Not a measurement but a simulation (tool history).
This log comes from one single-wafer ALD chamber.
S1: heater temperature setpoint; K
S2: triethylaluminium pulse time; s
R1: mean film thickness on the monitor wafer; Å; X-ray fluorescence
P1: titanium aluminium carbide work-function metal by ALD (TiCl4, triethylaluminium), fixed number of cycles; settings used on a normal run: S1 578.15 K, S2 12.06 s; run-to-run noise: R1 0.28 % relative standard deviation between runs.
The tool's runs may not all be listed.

run,hour,S1,S2,R1
1,11.5,578.15,12.06,20.811
# hour 16.9: triethylaluminium bottle replaced
2,20.4,578.15,12.06,20.737
3,27.9,603.15,12.06,22.906
4,44.0,554.15,12.06,18.594
5,60.1,578.15,19.17,21.054
# hour 61.3: thermocouple changed; heater temperature recalibrated
6,73.0,578.15,5.64,18.062
7,83.1,578.15,12.06,20.717
8,94.0,578.15,12.06,20.712
9,103.9,564.15,15.64,19.712
10,113.6,578.15,12.06,20.772
11,128.5,568.15,5.33,16.990
12,142.9,578.15,12.06,20.795
13,151.9,578.15,12.06,20.556
14,161.5,578.15,12.06,20.563
15,176.1,578.15,12.06,20.426
16,184.8,578.15,12.06,20.408
17,198.9,578.15,12.06,20.351
18,208.7,578.15,12.06,20.431
19,223.3,578.15,12.06,20.328

Expected results for the next run?
20,232.4,578.15,12.06,?

R1: 20.265 Å
